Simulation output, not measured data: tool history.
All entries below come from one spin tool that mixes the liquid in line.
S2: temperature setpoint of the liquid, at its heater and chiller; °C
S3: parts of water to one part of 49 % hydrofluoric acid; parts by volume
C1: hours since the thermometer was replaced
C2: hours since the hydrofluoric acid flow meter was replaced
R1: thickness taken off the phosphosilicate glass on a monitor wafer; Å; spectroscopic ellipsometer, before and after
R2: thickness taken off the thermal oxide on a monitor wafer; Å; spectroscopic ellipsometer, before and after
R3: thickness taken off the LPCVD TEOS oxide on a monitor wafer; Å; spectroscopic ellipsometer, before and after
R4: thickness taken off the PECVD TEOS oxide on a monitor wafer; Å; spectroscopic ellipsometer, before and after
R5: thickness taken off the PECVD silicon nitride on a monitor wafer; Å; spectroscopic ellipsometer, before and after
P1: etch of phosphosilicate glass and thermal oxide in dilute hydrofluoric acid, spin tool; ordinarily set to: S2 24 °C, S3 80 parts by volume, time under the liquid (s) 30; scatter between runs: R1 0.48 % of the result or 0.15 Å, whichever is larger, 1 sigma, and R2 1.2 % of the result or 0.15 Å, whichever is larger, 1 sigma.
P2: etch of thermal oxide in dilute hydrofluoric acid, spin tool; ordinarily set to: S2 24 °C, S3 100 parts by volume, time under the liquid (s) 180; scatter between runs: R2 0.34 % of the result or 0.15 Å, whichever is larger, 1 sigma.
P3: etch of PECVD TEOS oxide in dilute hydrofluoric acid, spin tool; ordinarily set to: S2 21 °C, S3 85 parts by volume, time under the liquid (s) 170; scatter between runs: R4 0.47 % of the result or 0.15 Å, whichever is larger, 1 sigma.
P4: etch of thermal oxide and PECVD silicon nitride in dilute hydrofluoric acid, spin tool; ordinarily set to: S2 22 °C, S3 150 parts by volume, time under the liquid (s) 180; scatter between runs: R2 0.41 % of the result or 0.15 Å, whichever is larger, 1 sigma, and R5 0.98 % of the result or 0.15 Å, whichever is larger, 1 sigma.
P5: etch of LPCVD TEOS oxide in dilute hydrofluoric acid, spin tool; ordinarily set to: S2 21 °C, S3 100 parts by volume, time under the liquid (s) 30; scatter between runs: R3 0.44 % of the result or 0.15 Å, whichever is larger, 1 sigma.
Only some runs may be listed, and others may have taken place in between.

Run 1, hour 3.7: process that ran P1, S2 24 °C, S3 80 parts by volume, time under the liquid (s) 30; C1 456.6; C2 353.3. Result: R1 607.82 Å, R2 19.525 Å.
Run 2, hour 11.2: process that ran P5, S2 21 °C, S3 100 parts by volume, time under the liquid (s) 50; C1 464.1; C2 360.8. Result: R3 100.95 Å.
Run 3, hour 19.2: process that ran P1, S2 24 °C, S3 80 parts by volume, time under the liquid (s) 15; C1 472.1; C2 368.8. Result: R1 304.69 Å, R2 9.7437 Å.
Run 4, hour 26.9: process that ran P1, S2 24 °C, S3 80 parts by volume, time under the liquid (s) 30; C1 479.8; C2 376.5. Result: R1 605.96 Å, R2 19.169 Å.
Run 5, hour 32.3: process that ran P5, S2 21 °C, S3 100 parts by volume, time under the liquid (s) 30; C1 485.2; C2 381.9. Result: R3 60.594 Å.
Run 6, hour 40.2: process that ran P3, S2 21 °C, S3 115 parts by volume, time under the liquid (s) 170; C1 493.1; C2 389.8. Result: R4 279.29 Å.
Run 7, hour 47.3: process that ran P2, S2 24 °C, S3 100 parts by volume, time under the liquid (s) 75; C1 500.2; C2 396.9. Result: R2 36.06 Å.
Run 8, hour 52.9: process that ran P4, S2 22 °C, S3 45 parts by volume, time under the liquid (s) 180; C1 505.8; C2 402.5. Result: R2 197.11 Å, R5 85.853 Å.
Run 9, hour 58.7: process that ran P1, S2 17 °C, S3 30 parts by volume, time under the liquid (s) 30; C1 511.6; C2 408.3. Result: R1 1274.9 Å, R2 42.293 Å.
Run 10, hour 65.9: process that ran P3, S2 21 °C, S3 85 parts by volume, time under the liquid (s) 35; C1 518.8; C2 415.5. Result: R4 80.138 Å.
Run 11, hour 73.3: process that ran P4, S2 22 °C, S3 150 parts by volume, time under the liquid (s) 340; C1 526.2; C2 422.9. Result: R2 99.162 Å, R5 49.435 Å.
Run 12, hour 80: process that ran P3, S2 21 °C, S3 85 parts by volume, time under the liquid (s) 170; C1 532.9; C2 429.6. Result: R4 391.1 Å.
Run 13, hour 85.8: process that ran P5, S2 21 °C, S3 170 parts by volume, time under the liquid (s) 30; C1 538.7; C2 435.4. Result: R3 32.735 Å.
Run 14, hour 93.4: process that ran P3, S2 29 °C, S3 85 parts by volume, time under the liquid (s) 170; C1 546.3; C2 443. Result: R4 536.74 Å.
Run 15, hour 100.5: process that ran P1, S2 24 °C, S3 80 parts by volume, time under the liquid (s) 30; C1 553.4; C2 450.1. Result: R1 603.63 Å, R2 19.693 Å.
Run 16, hour 107.7: process that ran P2, S2 24 °C, S3 140 parts by volume, time under the liquid (s) 180; C1 560.6; C2 457.3. Result: R2 59.434 Å.
Run 17, hour 115.9: process that ran P5, S2 26.5 °C, S3 100 parts by volume, time under the liquid (s) 30; C1 568.8; C2 465.5. Result: R3 74.629 Å.
Run 18, hour 121.8: process that ran P1, S2 24 °C, S3 120 parts by volume, time under the liquid (s) 30; C1 574.7; C2 471.4. Result: R1 383.77 Å, R2 12.417 Å.
Run 19, hour 126.2: process that ran P1, S2 29.5 °C, S3 80 parts by volume, time under the liquid (s) 30; C1 579.1; C2 475.8. Result: R1 752.83 Å, R2 24.597 Å.
Run 20, hour 129.8: process that ran P4, S2 22 °C, S3 150 parts by volume, time under the liquid (s) 180; C1 582.7; C2 479.4. Result: R2 52.355 Å, R5 25.922 Å.
Run 21, hour 135.5: process that ran P1, S2 24 °C, S3 80 parts by volume, time under the liquid (s) 30; C1 588.4; C2 485.1. Result: R1 605.63 Å, R2 19.159 Å.
Run 22, hour 139.4: process that ran P1, S2 24 °C, S3 45 parts by volume, time under the liquid (s) 30; C1 592.3; C2 489. Result: R1 1130.8 Å, R2 35.164 Å.
Run 23, hour 144.1: process that ran P2, S2 17 °C, S3 100 parts by volume, time under the liquid (s) 180; C1 597; C2 493.7. Result: R2 64.941 Å.
Run 24, hour 151.7: process that ran P1, S2 24 °C, S3 80 parts by volume, time under the liquid (s) 45; C1 604.6; C2 501.3. Result: R1 907.29 Å, R2 28.997 Å.
Run 25, hour 157: process that ran P2, S2 24 °C, S3 100 parts by volume, time under the liquid (s) 180; C1 609.9; C2 506.6. Result: R2 86.232 Å.
Run 26, hour 162.6: process that ran P1, S2 18 °C, S3 80 parts by volume, time under the liquid (s) 30; C1 615.5; C2 512.2. Result: R1 470.63 Å, R2 15.243 Å.
Run 27, hour 170.5: process that ran P4, S2 17 °C, S3 150 parts by volume, time under the liquid (s) 180; C1 623.4; C2 520.1. Result: R2 43.228 Å, R5 19.134 Å.
Run 28, hour 175.8: process that ran P1, S2 24 °C, S3 80 parts by volume, time under the liquid (s) 30; C1 628.7; C2 525.4. Result: R1 605.71 Å, R2 19.31 Å.
Run 29, hour 182.8: process that ran P1, S2 24 °C, S3 80 parts by volume, time under the liquid (s) 30; C1 635.7; C2 532.4. Result: R1 591.74 Å, R2 19.535 Å.
Run 30, hour 189.1: process that ran P1, S2 24 °C, S3 80 parts by volume, time under the liquid (s) 30; C1 642; C2 538.7. Result: R1 583.34 Å, R2 18.544 Å.
Run 31, hour 196.1: process that ran P1, S2 24 °C, S3 80 parts by volume, time under the liquid (s) 30; C1 649; C2 545.7. Result: R1 580.81 Å, R2 18.66 Å.
Run 32, hour 202: process that ran P1, S2 24 °C, S3 80 parts by volume, time under the liquid (s) 30; C1 654.9; C2 551.6. Result: R1 576.98 Å, R2 18.413 Å.
Run 33, hour 210.1: process that ran P1, S2 24 °C, S3 80 parts by volume, time under the liquid (s) 30; C1 663; C2 559.7. Result: R1 566.78 Å, R2 18.199 Å.
Run 34, hour 217.6: process that ran P1, S2 24 °C, S3 80 parts by volume, time under the liquid (s) 30; C1 670.5; C2 567.2. Result: R1 573.55 Å, R2 18.321 Å.
Run 35, hour 224.1: process that ran P1, S2 24 °C, S3 80 parts by volume, time under the liquid (s) 30; C1 677; C2 573.7. Result: R1 565.38 Å, R2 18.141 Å.
Run 36, hour 231.4: process that ran P1, S2 24 °C, S3 80 parts by volume, time under the liquid (s) 30; C1 684.3; C2 581. Result: R1 564.86 Å, R2 18.343 Å.
Run 37, hour 236.5: process that ran P1, S2 24 °C, S3 80 parts by volume, time under the liquid (s) 30; C1 689.4; C2 586.1. Result: R1 566.85 Å, R2 18.13 Å.
Run 38, hour 242.9: process that ran P1, S2 24 °C, S3 80 parts by volume, time under the liquid (s) 30; C1 695.8; C2 592.5. Result: R1 565.86 Å, R2 18.701 Å.
Run 39, hour 247.1: process that ran P1, S2 24 °C, S3 80 parts by volume, time under the liquid (s) 30; C1 700; C2 596.7. Result: R1 567.21 Å, R2 18.232 Å.

P1 no longer gives what it gave before; its output has crept away from where it was. The following 2 causes, each at its listed size, fit the log equally well:
A: liquid colder than its thermometer reads (K) = 1.63
B: hydrofluoric acid flow below the setpoint (%) = 5.79
Onset of the creep was near hour 175.8.

Of the 4 check runs below, each run on 3 wafers with the results averaged and each result still a question mark, which one would tell the listed causes apart?
Run check 1, hour 251.3: process that ran P4, S2 22 °C, S3 150 parts by volume, time under the liquid (s) 275. Result: R2 ?, R5 ?.
Run check 2, hour 251.3: process that ran P3, S2 21 °C, S3 110 parts by volume, time under the liquid (s) 40. Result: R4 ?.
Run check 3, hour 251.3: process that ran P5, S2 21 °C, S3 145 parts by volume, time under the liquid (s) 30. Result: R3 ?.
Run check 4, hour 251.3: process that ran P2, S2 17 °C, S3 100 parts by volume, time under the liquid (s) 180. Result: R2 ?.

If the cause were each of the candidates in turn, the checks would give the following:
  check  result    if A    if B
check 1      R2  75.032  74.617
check 1      R5  36.274  38.104
check 2      R4  64.615  64.563
check 3      R3  36.967  36.813
check 4      R2  60.671  60.866
Separation of the two closest causes in each check, using whichever result separates them best: check 1 4.92 %; check 2 0.08 %; check 3 0.42 %; check 4 0.32 %
Check 1 is the one run that separates the causes; every other check would come out nearly the same whichever cause is at work.

Here is what check 1 returned: R2 75.089 Å; R5 36.728 Å. Which cause is it?

The cause is A: liquid colder than its thermometer reads (K).
